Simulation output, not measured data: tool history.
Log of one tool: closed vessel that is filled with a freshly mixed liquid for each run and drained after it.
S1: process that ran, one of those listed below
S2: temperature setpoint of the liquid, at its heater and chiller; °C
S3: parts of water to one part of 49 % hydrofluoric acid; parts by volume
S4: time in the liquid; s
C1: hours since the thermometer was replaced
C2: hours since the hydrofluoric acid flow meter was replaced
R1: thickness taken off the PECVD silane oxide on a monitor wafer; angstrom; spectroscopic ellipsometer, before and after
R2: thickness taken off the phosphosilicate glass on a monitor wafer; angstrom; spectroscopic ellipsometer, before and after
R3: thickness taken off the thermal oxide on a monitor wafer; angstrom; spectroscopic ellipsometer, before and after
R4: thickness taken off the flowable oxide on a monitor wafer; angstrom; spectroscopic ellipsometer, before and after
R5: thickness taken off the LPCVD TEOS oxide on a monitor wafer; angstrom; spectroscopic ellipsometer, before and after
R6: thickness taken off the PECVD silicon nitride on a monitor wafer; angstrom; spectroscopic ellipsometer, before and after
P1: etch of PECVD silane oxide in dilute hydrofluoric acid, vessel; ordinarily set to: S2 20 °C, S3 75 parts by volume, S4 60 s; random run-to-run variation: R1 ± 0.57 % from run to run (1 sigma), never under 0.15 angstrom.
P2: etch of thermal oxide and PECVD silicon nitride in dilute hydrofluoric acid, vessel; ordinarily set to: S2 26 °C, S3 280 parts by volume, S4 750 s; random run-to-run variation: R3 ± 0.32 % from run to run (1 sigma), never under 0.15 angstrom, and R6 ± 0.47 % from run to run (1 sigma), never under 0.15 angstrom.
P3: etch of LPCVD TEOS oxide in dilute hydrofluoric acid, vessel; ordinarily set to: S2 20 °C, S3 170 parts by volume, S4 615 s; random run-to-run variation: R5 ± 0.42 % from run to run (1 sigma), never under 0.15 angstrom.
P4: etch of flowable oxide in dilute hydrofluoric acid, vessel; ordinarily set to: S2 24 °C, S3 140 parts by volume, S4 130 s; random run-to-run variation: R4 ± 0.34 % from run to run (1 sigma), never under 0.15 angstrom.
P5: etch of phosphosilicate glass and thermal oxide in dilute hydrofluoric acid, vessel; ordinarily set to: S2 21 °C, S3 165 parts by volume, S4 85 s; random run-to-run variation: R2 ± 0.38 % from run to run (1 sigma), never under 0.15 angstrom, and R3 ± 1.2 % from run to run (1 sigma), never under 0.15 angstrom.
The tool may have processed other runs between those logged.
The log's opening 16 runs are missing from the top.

| run | day | S1 | S2 | S3 | S4 | C1 | C2 | R1 | R2 | R3 | R4 | R5 | R6 |
|---|---|---|---|---|---|---|---|---|---|---|---|---|---|
| 17 | 4.1 | P1 | 20 | 115 | 35 | 847.7 | 46.8 | 129.29 |  |  |  |  |  |
| 18 | 4.371 | P2 | 26 | 175 | 750 | 854.2 | 53.3 |  |  | 205.17 |  |  | 151.63 |
| 19 | 4.633 | P2 | 33.5 | 280 | 750 | 860.5 | 59.6 |  |  | 146.81 |  |  | 146.28 |
| 20 | 4.954 | P2 | 26 | 280 | 35 | 868.2 | 67.3 |  |  | 5.1507 |  |  | 4.3489 |
| 21 | 5.246 | P1 | 20 | 75 | 60 | 875.2 | 74.3 | 354.69 |  |  |  |  |  |
| 22 | 5.512 | P1 | 20 | 75 | 120 | 881.6 | 80.7 | 710.11 |  |  |  |  |  |
| 23 | 5.812 | P2 | 26 | 280 | 750 | 888.8 | 87.9 |  |  | 113.39 |  |  | 94.783 |
| 24 | 6.108 | P5 | 17 | 165 | 85 | 895.9 | 95 |  | 216.39 | 18.55 |  |  |  |
| 25 | 6.321 | P2 | 26 | 280 | 750 | 901 | 100.1 |  |  | 113.9 |  |  | 95.824 |
| 26 | 6.575 | P1 | 26 | 75 | 60 | 907.1 | 106.2 | 453.37 |  |  |  |  |  |
| 27 | 6.871 | P5 | 21 | 165 | 85 | 914.2 | 113.3 |  | 252.57 | 21.704 |  |  |  |
| 28 | 7.075 | P3 | 20 | 170 | 615 | 919.1 | 118.2 |  |  |  |  | 593.35 |  |
| 29 | 7.421 | P1 | 20 | 140 | 60 | 927.4 | 126.5 | 177.75 |  |  |  |  |  |
| 30 | 7.588 | P1 | 20 | 75 | 60 | 931.4 | 130.5 | 362.4 |  |  |  |  |  |
| 31 | 7.883 | P1 | 20 | 75 | 60 | 938.5 | 137.6 | 358.37 |  |  |  |  |  |
| 32 | 8.121 | P1 | 20 | 75 | 60 | 944.2 | 143.3 | 353.8 |  |  |  |  |  |
| 33 | 8.425 | P1 | 20 | 75 | 60 | 951.5 | 150.6 | 356.06 |  |  |  |  |  |
| 34 | 8.779 | P1 | 20 | 75 | 60 | 960 | 159.1 | 355.95 |  |  |  |  |  |
| 35 | 9.033 | P1 | 20 | 75 | 60 | 966.1 | 165.2 | 363.7 |  |  |  |  |  |
| 36 | 9.204 | P1 | 20 | 75 | 60 | 970.2 | 169.3 | 370.7 |  |  |  |  |  |
| 37 | 9.45 | P1 | 20 | 75 | 60 | 976.1 | 175.2 | 380.67 |  |  |  |  |  |
| 38 | 9.762 | P1 | 20 | 75 | 60 | 983.6 | 182.7 | 380.14 |  |  |  |  |  |
| 39 | 10 | P1 | 20 | 75 | 60 | 989.3 | 188.4 | 389.36 |  |  |  |  |  |

For run 40, what comes out?
| 40 | 10.254 | P1 | 20 | 75 | 60 | 995.4 | 194.5 | ? |  |  |  |  |  |

{"run 40": {"R1": 386.45}}
